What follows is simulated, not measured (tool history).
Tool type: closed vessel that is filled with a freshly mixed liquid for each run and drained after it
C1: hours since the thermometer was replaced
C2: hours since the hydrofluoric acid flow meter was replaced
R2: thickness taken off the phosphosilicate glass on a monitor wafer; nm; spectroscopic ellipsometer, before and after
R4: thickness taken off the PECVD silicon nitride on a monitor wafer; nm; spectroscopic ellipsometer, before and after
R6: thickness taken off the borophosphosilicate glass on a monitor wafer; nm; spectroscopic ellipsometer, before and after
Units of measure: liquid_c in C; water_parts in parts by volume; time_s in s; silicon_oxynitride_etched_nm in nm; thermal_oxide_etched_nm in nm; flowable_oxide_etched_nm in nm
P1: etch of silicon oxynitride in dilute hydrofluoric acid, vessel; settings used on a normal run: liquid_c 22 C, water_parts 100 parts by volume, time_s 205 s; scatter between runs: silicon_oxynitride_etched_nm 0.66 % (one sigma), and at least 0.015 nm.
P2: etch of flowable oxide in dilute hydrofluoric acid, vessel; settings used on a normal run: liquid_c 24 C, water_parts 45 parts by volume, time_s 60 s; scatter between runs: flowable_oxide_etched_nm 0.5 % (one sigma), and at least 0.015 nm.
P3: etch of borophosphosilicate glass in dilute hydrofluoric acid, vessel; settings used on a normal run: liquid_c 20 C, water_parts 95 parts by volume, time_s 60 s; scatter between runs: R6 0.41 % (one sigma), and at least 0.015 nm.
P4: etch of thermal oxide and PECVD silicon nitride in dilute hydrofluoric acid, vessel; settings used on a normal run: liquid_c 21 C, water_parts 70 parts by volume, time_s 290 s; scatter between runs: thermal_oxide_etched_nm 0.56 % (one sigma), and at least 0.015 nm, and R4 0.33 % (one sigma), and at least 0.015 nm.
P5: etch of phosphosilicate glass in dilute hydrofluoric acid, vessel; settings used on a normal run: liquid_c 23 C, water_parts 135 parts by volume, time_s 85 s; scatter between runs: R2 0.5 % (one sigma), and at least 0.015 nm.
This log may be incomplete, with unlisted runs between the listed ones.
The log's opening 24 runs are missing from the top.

{"run": 25, "day": 12.508, "process": "P4", "liquid_c": 21, "water_parts": 70, "time_s": 580, "C1": 801.2, "C2": 1870, "thermal_oxide_etched_nm": 38.019, "R4": 13.807}
{"run": 26, "day": 13.0, "process": "P3", "liquid_c": 24.5, "water_parts": 95, "time_s": 60, "C1": 813, "C2": 1881.8, "R6": 49.611}
{"run": 27, "day": 13.646, "process": "P3", "liquid_c": 20, "water_parts": 95, "time_s": 60, "C1": 828.5, "C2": 1897.3, "R6": 41.944}
{"run": 28, "day": 14.104, "process": "P1", "liquid_c": 22, "water_parts": 100, "time_s": 205, "C1": 839.5, "C2": 1908.3, "silicon_oxynitride_etched_nm": 4.5747}
{"run": 29, "day": 14.796, "process": "P1", "liquid_c": 17, "water_parts": 100, "time_s": 205, "C1": 856.1, "C2": 1924.9, "silicon_oxynitride_etched_nm": 3.5929}
{"run": 30, "day": 15.112, "process": "P2", "liquid_c": 24, "water_parts": 45, "time_s": 60, "C1": 863.7, "C2": 1932.5, "flowable_oxide_etched_nm": 30.834}
{"run": 31, "day": 15.642, "process": "P1", "liquid_c": 22, "water_parts": 100, "time_s": 205, "C1": 876.4, "C2": 1945.2, "silicon_oxynitride_etched_nm": 4.5462}
{"run": 32, "day": 16.029, "process": "P1", "liquid_c": 22, "water_parts": 100, "time_s": 205, "C1": 885.7, "C2": 1954.5, "silicon_oxynitride_etched_nm": 4.5366}

Run 33 has not been measured yet. What should we expect?
{"run": 33, "day": 16.717, "process": "P4", "liquid_c": 17, "water_parts": 70, "time_s": 290, "C1": 902.2, "C2": 1971, "thermal_oxide_etched_nm": "?", "R4": "?"}

thermal_oxide_etched_nm: 15.888 nm
R4: 5.2922 nm
